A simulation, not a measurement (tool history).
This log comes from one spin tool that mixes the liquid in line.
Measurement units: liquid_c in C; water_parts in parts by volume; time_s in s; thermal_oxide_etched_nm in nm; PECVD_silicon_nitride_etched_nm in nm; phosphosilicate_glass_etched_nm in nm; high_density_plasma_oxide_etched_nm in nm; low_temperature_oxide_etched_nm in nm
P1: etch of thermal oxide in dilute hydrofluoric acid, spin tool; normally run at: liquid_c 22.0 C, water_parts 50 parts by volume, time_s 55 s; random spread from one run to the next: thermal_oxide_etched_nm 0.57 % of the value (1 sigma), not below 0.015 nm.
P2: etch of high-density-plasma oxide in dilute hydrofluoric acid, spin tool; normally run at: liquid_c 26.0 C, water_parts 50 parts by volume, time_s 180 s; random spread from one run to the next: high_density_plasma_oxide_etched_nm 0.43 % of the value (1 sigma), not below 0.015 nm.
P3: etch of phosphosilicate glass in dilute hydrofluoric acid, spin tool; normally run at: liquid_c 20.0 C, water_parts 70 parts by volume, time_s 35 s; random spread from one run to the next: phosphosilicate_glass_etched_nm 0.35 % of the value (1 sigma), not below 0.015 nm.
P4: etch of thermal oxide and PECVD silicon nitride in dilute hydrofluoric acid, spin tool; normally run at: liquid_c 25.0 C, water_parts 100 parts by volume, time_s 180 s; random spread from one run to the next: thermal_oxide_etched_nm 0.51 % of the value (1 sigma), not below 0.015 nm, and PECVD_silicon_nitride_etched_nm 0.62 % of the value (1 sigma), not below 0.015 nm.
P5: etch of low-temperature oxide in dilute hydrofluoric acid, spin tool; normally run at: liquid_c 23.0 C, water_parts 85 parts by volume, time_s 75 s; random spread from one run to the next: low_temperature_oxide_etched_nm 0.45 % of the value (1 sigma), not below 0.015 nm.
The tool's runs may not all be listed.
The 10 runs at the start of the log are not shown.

| run | hour | process | liquid_c | water_parts | time_s | hours since the thermometer was replaced | hours since the hydrofluoric acid flow meter was replaced | thermal_oxide_etched_nm | PECVD_silicon_nitride_etched_nm | phosphosilicate_glass_etched_nm | high_density_plasma_oxide_etched_nm | low_temperature_oxide_etched_nm |
|---|---|---|---|---|---|---|---|---|---|---|---|---|
| 11 | 62.2 | P2 | 26.0 | 30 | 180 | 1129.0 | 175.2 |  |  |  | 35.2950 |  |
| 12 | 68.0 | P4 | 18.5 | 100 | 180 | 1134.8 | 181.0 | 6.4956 | 3.4783 |  |  |  |
| 13 | 71.4 | P1 | 22.0 | 50 | 55 | 1138.2 | 184.4 | 5.2188 |  |  |  |  |
| 14 | 75.5 | P1 | 22.0 | 20 | 55 | 1142.3 | 188.5 | 13.4420 |  |  |  |  |
| 15 | 81.6 | P3 | 20.0 | 70 | 65 | 1148.4 | 194.6 |  |  | 85.158 |  |  |
| 16 | 88.5 | P2 | 26.0 | 50 | 180 | 1155.3 | 201.5 |  |  |  | 20.5140 |  |
| 17 | 94.9 | P1 | 17.0 | 50 | 55 | 1161.7 | 207.9 | 4.1920 |  |  |  |  |
| 18 | 99.7 | P4 | 25.0 | 100 | 180 | 1166.5 | 212.7 | 8.3357 | 5.3510 |  |  |  |
| 19 | 105.1 | P1 | 22.0 | 50 | 85 | 1171.9 | 218.1 | 8.0102 |  |  |  |  |
| 20 | 109.5 | P3 | 20.0 | 120 | 35 | 1176.3 | 222.5 |  |  | 25.149 |  |  |
| 21 | 114.9 | P5 | 23.0 | 85 | 15 | 1181.7 | 227.9 |  |  |  |  | 2.7076 |

Expected results for the next run?
| 22 | 120.1 | P1 | 22.0 | 85 | 55 | 1186.9 | 233.1 | ? |  |  |  |  |

thermal_oxide_etched_nm: 2.9206 nm
